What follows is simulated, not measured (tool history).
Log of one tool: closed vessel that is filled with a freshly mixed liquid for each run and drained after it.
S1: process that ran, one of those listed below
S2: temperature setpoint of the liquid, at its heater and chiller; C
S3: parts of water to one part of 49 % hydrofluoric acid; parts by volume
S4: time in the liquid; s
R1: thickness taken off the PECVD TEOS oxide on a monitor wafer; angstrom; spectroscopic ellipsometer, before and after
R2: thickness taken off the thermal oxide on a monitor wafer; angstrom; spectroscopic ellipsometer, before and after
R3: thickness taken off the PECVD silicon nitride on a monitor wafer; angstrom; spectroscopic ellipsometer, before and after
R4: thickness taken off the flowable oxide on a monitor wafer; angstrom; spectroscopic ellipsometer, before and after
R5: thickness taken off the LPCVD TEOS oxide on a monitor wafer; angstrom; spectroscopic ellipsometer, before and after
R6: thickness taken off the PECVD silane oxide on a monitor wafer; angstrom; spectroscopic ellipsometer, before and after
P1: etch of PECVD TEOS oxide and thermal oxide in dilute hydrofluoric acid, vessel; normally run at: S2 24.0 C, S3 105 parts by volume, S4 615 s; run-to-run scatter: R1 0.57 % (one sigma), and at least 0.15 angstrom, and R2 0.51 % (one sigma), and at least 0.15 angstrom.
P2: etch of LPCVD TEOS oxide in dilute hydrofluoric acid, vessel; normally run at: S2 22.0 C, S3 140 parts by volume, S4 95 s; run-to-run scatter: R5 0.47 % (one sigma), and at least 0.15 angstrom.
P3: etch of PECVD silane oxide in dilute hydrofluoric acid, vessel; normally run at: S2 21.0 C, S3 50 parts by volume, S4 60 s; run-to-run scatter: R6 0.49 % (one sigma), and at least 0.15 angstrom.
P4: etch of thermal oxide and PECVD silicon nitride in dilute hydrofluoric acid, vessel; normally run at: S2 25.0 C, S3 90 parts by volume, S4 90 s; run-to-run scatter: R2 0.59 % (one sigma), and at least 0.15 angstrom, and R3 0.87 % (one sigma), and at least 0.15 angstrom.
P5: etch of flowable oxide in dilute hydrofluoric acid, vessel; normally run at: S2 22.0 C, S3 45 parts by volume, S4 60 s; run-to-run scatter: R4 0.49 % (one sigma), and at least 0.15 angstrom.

run,hour,S1,S2,S3,S4,R1,R2,R3,R4,R5,R6
1,16.5,P1,24.0,105,615,534.030,281.220,,,,
2,30.1,P1,24.0,105,615,531.160,282.530,,,,
3,44.1,P4,19.0,90,90,,40.171,17.6850,,,
4,58.3,P1,24.0,105,615,529.920,284.730,,,,
5,72.4,P5,29.5,45,60,,,,445.35,,
6,83.5,P4,25.0,90,90,,50.630,26.0820,,,
7,98.6,P1,24.0,105,615,533.200,283.300,,,,
8,108.1,P2,22.0,205,95,,,,,129.210,
9,120.7,P4,25.0,20,90,,252.790,115.0700,,,
10,133.1,P1,24.0,105,1225,1061.600,565.030,,,,
11,146.8,P2,22.0,140,95,,,,,200.820,
12,164.9,P4,25.0,90,30,,17.075,8.5499,,,
13,179.3,P1,24.0,105,615,531.930,279.310,,,,
14,189.1,P2,22.0,140,95,,,,,201.430,
15,205.6,P1,24.0,105,40,34.506,18.663,,,,
16,215.0,P3,27.0,50,60,,,,,,357.82
17,225.9,P5,22.0,20,60,,,,762.22,,
18,240.5,P1,17.0,105,615,407.170,210.850,,,,
# hour 241.4: thermometer replaced
19,249.8,P3,21.0,25,60,,,,,,574.30
20,259.0,P1,30.5,105,615,680.880,359.680,,,,
21,273.1,P2,17.0,140,95,,,,,164.870,
22,285.5,P5,22.0,45,60,,,,325.43,,
23,293.9,P4,25.0,90,90,,51.120,26.1530,,,
24,302.1,P1,24.0,40,615,1516.400,803.290,,,,
25,312.6,P3,21.0,50,60,,,,,,275.40
26,321.5,P5,22.0,45,30,,,,162.88,,
27,333.0,P1,24.0,105,615,535.390,281.850,,,,
28,341.9,P2,22.0,140,30,,,,,62.999,
29,350.7,P1,24.0,105,615,533.610,283.120,,,,
30,365.1,P3,21.0,50,30,,,,,,138.48
31,379.1,P1,24.0,160,965,509.950,272.390,,,,
32,391.4,P1,24.0,160,615,330.130,172.290,,,,
33,404.5,P1,24.0,105,615,531.000,282.430,,,,
34,422.6,P1,24.0,105,615,514.880,272.750,,,,
35,432.2,P1,24.0,105,615,509.960,268.050,,,,
36,443.6,P1,24.0,105,615,501.120,263.450,,,,
37,453.1,P1,24.0,105,615,497.620,261.520,,,,
38,468.0,P1,24.0,105,615,494.870,257.870,,,,
39,482.1,P1,24.0,105,615,489.800,258.670,,,,
40,499.6,P1,24.0,105,615,483.320,260.950,,,,
41,517.0,P1,24.0,105,615,481.450,256.310,,,,
42,532.5,P1,24.0,105,615,480.350,257.830,,,,
43,545.7,P1,24.0,105,615,489.180,254.520,,,,
44,562.3,P1,24.0,105,615,486.700,257.380,,,,

What P1 gives has crept away from where it was. These 2 causes fit the log equally well, each at the size given:
A: liquid colder than its thermometer reads (K) = 2.42
B: hydrofluoric acid flow below the setpoint (%) = 8.17
The creep began at about hour 404.5.

4 check runs are offered, one wafer each, their results left as question marks. Which one tells the causes apart?
check 1,578.9,P4,19.5,40,90,,?,?,,,
check 2,578.9,P2,17.0,140,95,,,,,?,
check 3,578.9,P3,25.0,35,60,,,,,,?
check 4,578.9,P5,29.5,20,60,,,,?,,

What each check would give under each cause:
check,result,if A,if B
check 1,R2,87.398,88.752
check 1,R3,33.9970,37.1390
check 2,R5,148.870,149.400
check 3,R6,431.90,436.93
check 4,R4,942.81,953.24
How far apart the two closest causes lie, in the result that separates them most: check 1 8.84 %; check 2 0.35 %; check 3 1.16 %; check 4 1.1 %
Only check 1 tells the causes apart: in the others they would give nearly the same result.

Check 1 was then run and gave: R2 88.427 angstrom; R3 36.6570 angstrom. Which cause is it?

It is B: hydrofluoric acid flow below the setpoint (%).

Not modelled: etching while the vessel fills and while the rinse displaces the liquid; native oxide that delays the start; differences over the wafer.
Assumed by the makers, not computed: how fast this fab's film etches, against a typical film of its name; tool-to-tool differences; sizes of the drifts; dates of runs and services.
